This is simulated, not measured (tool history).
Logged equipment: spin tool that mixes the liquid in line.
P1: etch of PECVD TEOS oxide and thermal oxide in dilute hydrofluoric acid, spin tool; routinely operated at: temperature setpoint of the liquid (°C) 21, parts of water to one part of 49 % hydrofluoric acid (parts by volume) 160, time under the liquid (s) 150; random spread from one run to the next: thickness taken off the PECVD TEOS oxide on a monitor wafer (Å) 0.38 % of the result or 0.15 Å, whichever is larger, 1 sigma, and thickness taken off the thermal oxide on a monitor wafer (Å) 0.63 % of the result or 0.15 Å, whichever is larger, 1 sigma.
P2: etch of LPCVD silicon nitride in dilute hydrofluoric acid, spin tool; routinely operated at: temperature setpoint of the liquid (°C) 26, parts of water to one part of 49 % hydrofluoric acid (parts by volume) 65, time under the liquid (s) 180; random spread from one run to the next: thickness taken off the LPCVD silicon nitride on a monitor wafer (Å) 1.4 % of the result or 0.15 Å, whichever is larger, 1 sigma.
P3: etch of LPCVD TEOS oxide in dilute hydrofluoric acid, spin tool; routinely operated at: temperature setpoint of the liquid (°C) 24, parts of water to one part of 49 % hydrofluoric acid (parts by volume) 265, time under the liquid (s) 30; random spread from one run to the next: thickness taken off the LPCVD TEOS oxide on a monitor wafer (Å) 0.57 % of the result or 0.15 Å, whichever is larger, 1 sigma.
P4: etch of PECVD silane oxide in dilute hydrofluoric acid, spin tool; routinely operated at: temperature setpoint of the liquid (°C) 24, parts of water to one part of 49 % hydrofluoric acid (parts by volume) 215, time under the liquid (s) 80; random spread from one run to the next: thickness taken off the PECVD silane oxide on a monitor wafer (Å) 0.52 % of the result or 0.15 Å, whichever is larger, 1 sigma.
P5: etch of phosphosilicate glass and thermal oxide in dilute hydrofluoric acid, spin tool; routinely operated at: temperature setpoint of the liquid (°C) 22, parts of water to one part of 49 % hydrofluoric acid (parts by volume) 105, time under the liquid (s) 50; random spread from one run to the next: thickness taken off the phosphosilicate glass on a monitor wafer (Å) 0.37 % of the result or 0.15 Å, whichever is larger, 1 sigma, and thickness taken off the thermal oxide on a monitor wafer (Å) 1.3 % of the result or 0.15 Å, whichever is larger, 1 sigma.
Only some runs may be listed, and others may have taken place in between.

run,day,process that ran,temperature setpoint of the liquid (°C),parts of water to one part of 49 % hydrofluoric acid (parts by volume),time under the liquid (s),hours since the thermometer was replaced,hours since the hydrofluoric acid flow meter was replaced,thickness taken off the PECVD TEOS oxide on a monitor wafer (Å),thickness taken off the thermal oxide on a monitor wafer (Å),thickness taken off the PECVD silane oxide on a monitor wafer (Å),thickness taken off the LPCVD silicon nitride on a monitor wafer (Å),thickness taken off the phosphosilicate glass on a monitor wafer (Å),thickness taken off the LPCVD TEOS oxide on a monitor wafer (Å)
1,0.467,P1,21,160,150,435.4,403.5,130.23,38.009,,,,
2,0.946,P4,17,215,80,446.9,415,,,87.394,,,
3,1.475,P4,24,215,80,459.6,427.7,,,114.39,,,
4,2.104,P1,21,280,150,474.7,442.8,66.015,19.186,,,,
5,2.621,P4,24,215,80,487.1,455.2,,,114.37,,,
6,3.025,P2,26,20,180,496.8,464.9,,,,53.71,,
7,3.55,P5,22,105,50,509.4,477.5,,19.797,,,265.9,
8,4.133,P1,17,160,150,523.4,491.5,110.88,32.229,,,,
9,4.65,P2,26,65,180,535.8,503.9,,,,17.722,,
10,5.25,P3,24,265,30,550.2,518.3,,,,,,50.849
11,5.579,P1,21,160,150,558.1,526.2,130.91,37.639,,,,
12,6.038,P2,31.5,65,180,569.1,537.2,,,,24.466,,
13,6.562,P3,24,105,30,581.7,549.8,,,,,,152.86
14,7.104,P3,24,265,60,594.7,562.8,,,,,,100.92
15,7.533,P1,21,40,150,605,573.1,597.93,175.6,,,,
16,7.821,P1,21,160,150,611.9,580,129.95,37.893,,,,
17,8.121,P5,22,140,50,619.1,587.2,,14.615,,,191.14,
18,8.629,P4,24,380,80,631.3,599.4,,,54.842,,,
19,8.904,P1,21,160,300,637.9,606,260.11,75.472,,,,
20,9.492,P4,24,215,160,652,620.1,,,227.77,,,
21,9.983,P2,26,65,180,663.8,631.9,,,,17.119,,
22,10.429,P1,21,160,150,674.5,642.6,130.94,38.083,,,,
23,11.038,P1,21,160,150,689.1,657.2,130.59,37.93,,,,
24,11.433,P1,21,160,65,698.6,666.7,56.352,16.844,,,,
25,11.875,P5,22,105,25,709.2,677.3,,9.869,,,132.4,
26,12.279,P1,28,160,40,718.9,687,45.272,13.177,,,,
27,12.829,P3,30.5,265,30,732.1,700.2,,,,,,63.83
28,13.408,P5,30,105,50,746,714.1,,27.342,,,361.78,
# day 13.854: hydrofluoric acid flow meter replaced
29,14.017,P2,26,65,70,760.6,4,,,,6.6557,,
30,14.512,P3,24,265,30,772.5,15.9,,,,,,50.865
31,15.142,P1,27.5,160,150,787.6,31,166.98,48.263,,,,
32,15.546,P1,21,160,150,797.3,40.7,130.59,38.279,,,,
33,16.121,P1,24,160,255,811.1,54.5,248.6,72.901,,,,
34,16.496,P1,21,160,150,820.1,63.5,129.41,37.464,,,,
35,16.796,P1,21,160,150,827.3,70.7,127.25,36.747,,,,
36,17.192,P1,21,160,150,836.8,80.2,123.94,36.167,,,,
37,17.612,P1,21,160,150,846.9,90.3,121.09,35.808,,,,
38,17.892,P1,21,160,150,853.6,97,121.12,35.316,,,,
39,18.254,P1,21,160,150,862.3,105.7,119.26,35.242,,,,
40,18.808,P1,21,160,150,875.6,119,120.08,34.876,,,,
41,19.117,P1,21,160,150,883,126.4,120.22,35.579,,,,
42,19.467,P1,21,160,150,891.4,134.8,120.09,35.034,,,,
43,19.9,P1,21,160,150,901.8,145.2,119.17,34.534,,,,

Something has made what P1 gives creep away from where it was; the 2 causes below, each at its own stated size, fit the log equally well:
A: hydrofluoric acid flow below the setpoint (%) = 7.09
B: liquid colder than its thermometer reads (K) = 2.18
The process output started creeping at around day 16.496.

4 check runs are offered, each on 3 wafers whose results are averaged, their results left as question marks. Which one tells the causes apart?
check 1,20.333,P2,30,65,180,,,,,,?,,
check 2,20.333,P4,17,215,80,,,,,?,,,
check 3,20.333,P5,29.5,105,50,,,,?,,,?,
check 4,20.333,P3,24,185,60,,,,,,,,?

Expected result of each check under each candidate cause:
check,result,if A,if B
check 1,thickness taken off the LPCVD silicon nitride on a monitor wafer (Å),20.851,19.494
check 2,thickness taken off the PECVD silane oxide on a monitor wafer (Å),79.845,79.92
check 3,thickness taken off the thermal oxide on a monitor wafer (Å),24.645,24.693
check 3,thickness taken off the phosphosilicate glass on a monitor wafer (Å),326.72,327.35
check 4,thickness taken off the LPCVD TEOS oxide on a monitor wafer (Å),144.98,145.93
Per-check spread between the two closest causes, in the result where they differ most: check 1 6.73 %; check 2 0.09 %; check 3 0.19 %; check 4 0.65 %
Check 1 distinguishes between the causes, while the remaining checks would return nearly the same result for all of them.

Check 1 has now been run. It gave: thickness taken off the LPCVD silicon nitride on a monitor wafer (Å) 20.88. Which of the candidate causes is it?

It was cause A: hydrofluoric acid flow below the setpoint (%).

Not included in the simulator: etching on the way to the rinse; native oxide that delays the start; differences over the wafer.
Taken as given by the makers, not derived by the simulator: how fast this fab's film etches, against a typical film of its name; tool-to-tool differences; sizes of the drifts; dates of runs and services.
